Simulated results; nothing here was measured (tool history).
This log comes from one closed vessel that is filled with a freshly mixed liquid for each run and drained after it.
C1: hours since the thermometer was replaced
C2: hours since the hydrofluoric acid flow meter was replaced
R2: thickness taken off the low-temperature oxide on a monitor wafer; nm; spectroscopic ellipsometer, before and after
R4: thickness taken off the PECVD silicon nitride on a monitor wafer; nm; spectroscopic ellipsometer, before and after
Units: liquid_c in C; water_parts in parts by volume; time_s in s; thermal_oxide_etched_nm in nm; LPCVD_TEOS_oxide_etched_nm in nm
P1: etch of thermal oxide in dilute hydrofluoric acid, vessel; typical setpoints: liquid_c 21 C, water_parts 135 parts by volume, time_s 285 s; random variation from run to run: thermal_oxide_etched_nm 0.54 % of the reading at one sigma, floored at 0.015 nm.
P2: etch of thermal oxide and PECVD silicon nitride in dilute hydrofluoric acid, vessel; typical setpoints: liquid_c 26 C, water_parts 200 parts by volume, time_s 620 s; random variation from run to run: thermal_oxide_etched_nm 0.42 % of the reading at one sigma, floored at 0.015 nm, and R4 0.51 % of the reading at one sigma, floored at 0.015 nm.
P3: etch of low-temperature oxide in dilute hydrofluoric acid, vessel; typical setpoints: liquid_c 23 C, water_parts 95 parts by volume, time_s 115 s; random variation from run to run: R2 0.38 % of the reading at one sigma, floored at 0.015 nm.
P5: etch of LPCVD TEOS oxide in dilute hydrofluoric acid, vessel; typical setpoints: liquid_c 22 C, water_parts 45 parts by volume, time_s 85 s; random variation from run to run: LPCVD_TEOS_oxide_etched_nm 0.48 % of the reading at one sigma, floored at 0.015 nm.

run 1 hour=12.7 | process=P1 liquid_c=21 water_parts=135 time_s=285 | C1=1179.4 C2=550.4 | thermal_oxide_etched_nm=8.1053
run 2 hour=25.4 | process=P1 liquid_c=21 water_parts=135 time_s=60 | C1=1192.1 C2=563.1 | thermal_oxide_etched_nm=1.7152
run 3 hour=33.5 | process=P3 liquid_c=23 water_parts=95 time_s=115 | C1=1200.2 C2=571.2 | R2=26.514
run 4 hour=44.9 | process=P1 liquid_c=17 water_parts=135 time_s=285 | C1=1211.6 C2=582.6 | thermal_oxide_etched_nm=7.0043
run 5 hour=53.6 | process=P5 liquid_c=22 water_parts=45 time_s=85 | C1=1220.3 C2=591.3 | LPCVD_TEOS_oxide_etched_nm=42.067
run 6 hour=60.8 | process=P5 liquid_c=17 water_parts=45 time_s=85 | C1=1227.5 C2=598.5 | LPCVD_TEOS_oxide_etched_nm=33.974
run 7 hour=68.2 | process=P5 liquid_c=22 water_parts=20 time_s=85 | C1=1234.9 C2=605.9 | LPCVD_TEOS_oxide_etched_nm=97.745
run 8 hour=79.5 | process=P5 liquid_c=22 water_parts=45 time_s=155 | C1=1246.2 C2=617.2 | LPCVD_TEOS_oxide_etched_nm=77.087
run 9 hour=91.1 | process=P1 liquid_c=21 water_parts=30 time_s=155 | C1=1257.8 C2=628.8 | thermal_oxide_etched_nm=22.713
run 10 hour=101.5 | process=P1 liquid_c=29 water_parts=135 time_s=285 | C1=1268.2 C2=639.2 | thermal_oxide_etched_nm=11.174
run 11 hour=108.5 | process=P3 liquid_c=23 water_parts=95 time_s=190 | C1=1275.2 C2=646.2 | R2=44.155
-- hour=114.6 thermometer replaced
run 12 hour=119.2 | process=P1 liquid_c=24.5 water_parts=135 time_s=110 | C1=4.7 C2=656.9 | thermal_oxide_etched_nm=3.6154
run 13 hour=125.3 | process=P1 liquid_c=21 water_parts=235 time_s=285 | C1=10.8 C2=663 | thermal_oxide_etched_nm=4.2707
run 14 hour=137.9 | process=P2 liquid_c=26 water_parts=200 time_s=80 | C1=23.4 C2=675.6 | thermal_oxide_etched_nm=1.8685 R4=2.5994
run 15 hour=145.6 | process=P1 liquid_c=21 water_parts=30 time_s=285 | C1=31.1 C2=683.3 | thermal_oxide_etched_nm=41.663
run 16 hour=158.1 | process=P3 liquid_c=23 water_parts=95 time_s=115 | C1=43.6 C2=695.8 | R2=26.384
run 17 hour=164.7 | process=P1 liquid_c=21 water_parts=135 time_s=285 | C1=50.2 C2=702.4 | thermal_oxide_etched_nm=8.1783
run 18 hour=176.8 | process=P1 liquid_c=21 water_parts=135 time_s=285 | C1=62.3 C2=714.5 | thermal_oxide_etched_nm=8.1321
run 19 hour=187.2 | process=P2 liquid_c=26 water_parts=295 time_s=620 | C1=72.7 C2=724.9 | thermal_oxide_etched_nm=8.8203 R4=13.521
run 20 hour=197.3 | process=P3 liquid_c=23 water_parts=150 time_s=115 | C1=82.8 C2=735 | R2=15.788
run 21 hour=206 | process=P2 liquid_c=20 water_parts=200 time_s=620 | C1=91.5 C2=743.7 | thermal_oxide_etched_nm=11.525 R4=13.709
run 22 hour=212.7 | process=P2 liquid_c=26 water_parts=200 time_s=620 | C1=98.2 C2=750.4 | thermal_oxide_etched_nm=14.421 R4=19.888

For run 23, what comes out?
run 23 hour=223.1 | process=P2 liquid_c=26 water_parts=200 time_s=620 | C1=108.6 C2=760.8 | thermal_oxide_etched_nm=? R4=?

thermal_oxide_etched_nm: 14.378 nm
R4: 19.911 nm
